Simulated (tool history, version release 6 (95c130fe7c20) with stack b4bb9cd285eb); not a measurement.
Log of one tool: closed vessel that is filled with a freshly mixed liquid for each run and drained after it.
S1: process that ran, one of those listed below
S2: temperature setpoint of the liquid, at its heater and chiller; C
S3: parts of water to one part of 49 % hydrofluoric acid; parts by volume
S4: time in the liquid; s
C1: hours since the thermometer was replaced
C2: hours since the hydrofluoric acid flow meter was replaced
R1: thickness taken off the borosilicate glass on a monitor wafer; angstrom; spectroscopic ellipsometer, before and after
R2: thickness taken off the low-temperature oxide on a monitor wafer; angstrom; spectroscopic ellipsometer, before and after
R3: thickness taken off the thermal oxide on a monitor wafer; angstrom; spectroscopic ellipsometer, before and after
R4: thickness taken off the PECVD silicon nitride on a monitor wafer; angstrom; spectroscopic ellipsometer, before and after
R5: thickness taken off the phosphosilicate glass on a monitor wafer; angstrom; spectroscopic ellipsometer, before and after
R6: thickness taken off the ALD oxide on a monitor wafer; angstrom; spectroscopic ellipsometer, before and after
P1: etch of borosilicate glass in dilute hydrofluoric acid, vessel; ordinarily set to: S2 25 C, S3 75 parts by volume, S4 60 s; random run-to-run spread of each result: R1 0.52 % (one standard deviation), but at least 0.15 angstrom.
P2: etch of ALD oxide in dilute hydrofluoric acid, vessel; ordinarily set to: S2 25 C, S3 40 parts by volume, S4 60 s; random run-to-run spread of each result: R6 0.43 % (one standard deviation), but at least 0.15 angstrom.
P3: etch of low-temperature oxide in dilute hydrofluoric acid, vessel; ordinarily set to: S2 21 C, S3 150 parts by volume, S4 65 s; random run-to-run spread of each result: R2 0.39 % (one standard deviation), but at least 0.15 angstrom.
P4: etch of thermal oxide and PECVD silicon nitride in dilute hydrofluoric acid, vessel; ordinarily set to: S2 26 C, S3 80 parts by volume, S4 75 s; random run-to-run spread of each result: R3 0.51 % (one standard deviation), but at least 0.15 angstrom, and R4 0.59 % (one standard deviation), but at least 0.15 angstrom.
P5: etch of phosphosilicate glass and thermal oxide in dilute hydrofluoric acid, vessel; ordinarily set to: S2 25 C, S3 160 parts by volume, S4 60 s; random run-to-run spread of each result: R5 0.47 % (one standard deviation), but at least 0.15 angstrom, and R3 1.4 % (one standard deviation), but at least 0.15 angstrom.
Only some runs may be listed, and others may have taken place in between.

run   hour  S1    S2   S3   S4      C1     C2      R1      R2      R3      R4      R5      R6
  1    8.2  P1    25   75   60   780.7  324.7  376.85
  2   17.1  P3    21  150   30   789.6  333.6           33.58
  3   21.9  P1    25   75   60   794.4  338.4  374.85
  4   27.5  P1    17   75   60     800    344  269.94
  5   34.8  P4    26   80   75   807.3  351.3                  51.834  60.742
  6   40.9  P1    25   25   60   813.4  357.4  1208.3
  7     50  P5    25   95   60   822.5  366.5                  31.744          678.91
  8   55.1  P4    26   20   75   827.6  371.6                  225.58  236.13
  9   62.7  P2    25   60   60   835.2  379.2                                          305.93
 10   72.4  P1    25  115   60   844.9  388.9  233.03
 11   78.1  P3    21  150   65   850.6  394.6           72.75
 12   83.5  P1    25   75   30     856    400  189.17
 13   92.6  P4    21   80   75   865.1  409.1                  42.118  43.381
 14   97.3  P5    25  160   30   869.8  413.8                  8.6918          188.44
 15  103.8  P4    26   80   30   876.3  420.3                  20.863  24.318
 16  113.9  P2  20.5   40   60   886.4  430.4                                          390.74
 17  120.4  P5    33  160   60   892.9  436.9                  22.789          499.24
 18  130.9  P1    29   75   60   903.4  447.4  446.75
 19  137.5  P2    25   40   60     910    454                                          476.91
 20    146  P1    25   75  100   918.5  462.5  630.93
 21  155.6  P1    25   75   60   928.1  472.1  376.53
 22  165.7  P3    21   90   65   938.2  482.2          129.74
 23  171.4  P1    25   75   60   943.9  487.9  378.36
 24  180.8  P3    28  150   65   953.3  497.3          95.144
 25  187.1  P2    25   40   30   959.6  503.6                                          234.71
 26  194.7  P2    25   40   60   967.2  511.2                                          472.85
 27  200.8  P5    25  160   60   973.3  517.3                  17.199          375.92
 28  207.7  P1    25   25   30   980.2  524.2  604.67
 29    213  P1    25   75   60   985.5  529.5  374.37
 30  221.1  P1    25   75   60   993.6  537.6  387.48
 31  228.8  P1    25   75   60  1001.3  545.3  394.22
 32  239.1  P1    25   75   60  1011.6  555.6  396.04
 33  249.6  P1    25   75   60  1022.1  566.1  401.48
 34  259.3  P1    25   75   60  1031.8  575.8   406.6
 35  269.2  P1    25   75   60  1041.7  585.7   405.1
 36  275.9  P1    25   75   60  1048.4  592.4  406.67
 37  284.8  P1    25   75   60  1057.3  601.3  406.61
 38  290.8  P1    25   75   60  1063.3  607.3  407.51
 39  296.1  P1    25   75   60  1068.6  612.6  405.45

The log shows P1 creeping away from where it was. Any of the 2 causes listed here, at the size stated for it, fits the log just as well as the others:
A: hydrofluoric acid flow above the setpoint (%) = 7.14
B: liquid hotter than its thermometer reads (K) = 1.91
The gradual shift began around hour 213.

Listed below are the offered check runs, one wafer per run, with question marks in place of results. For which of them would the causes give clearly different outcomes?
check 1  301.4  P4  26   80  75                   ?   ?
check 2  301.4  P5  25  160  60                   ?       ?
check 3  301.4  P2  25   40  60                               ?
check 4  301.4  P3  21  150  65               ?

What every check run would give for each of its results, assuming each possible cause in turn:
  check  result    if A    if B
check 1      R3  55.993  55.925
check 1      R4   65.24  68.986
check 2      R3   18.62   18.43
check 2      R5  406.84  402.68
check 3      R6  508.99   511.7
check 4      R2  78.828  78.421
How far apart the two closest causes lie, in the result that separates them most: check 1 5.58 %; check 2 1.03 %; check 3 0.53 %; check 4 0.52 %
The causes can be told apart only by check 1. The other checks would give nearly the same results under each of them.

Running check 1 produced the following: R3 55.706 angstrom; R4 68.576 angstrom. Which one of the listed causes fits?

B is the cause: liquid hotter than its thermometer reads (K).
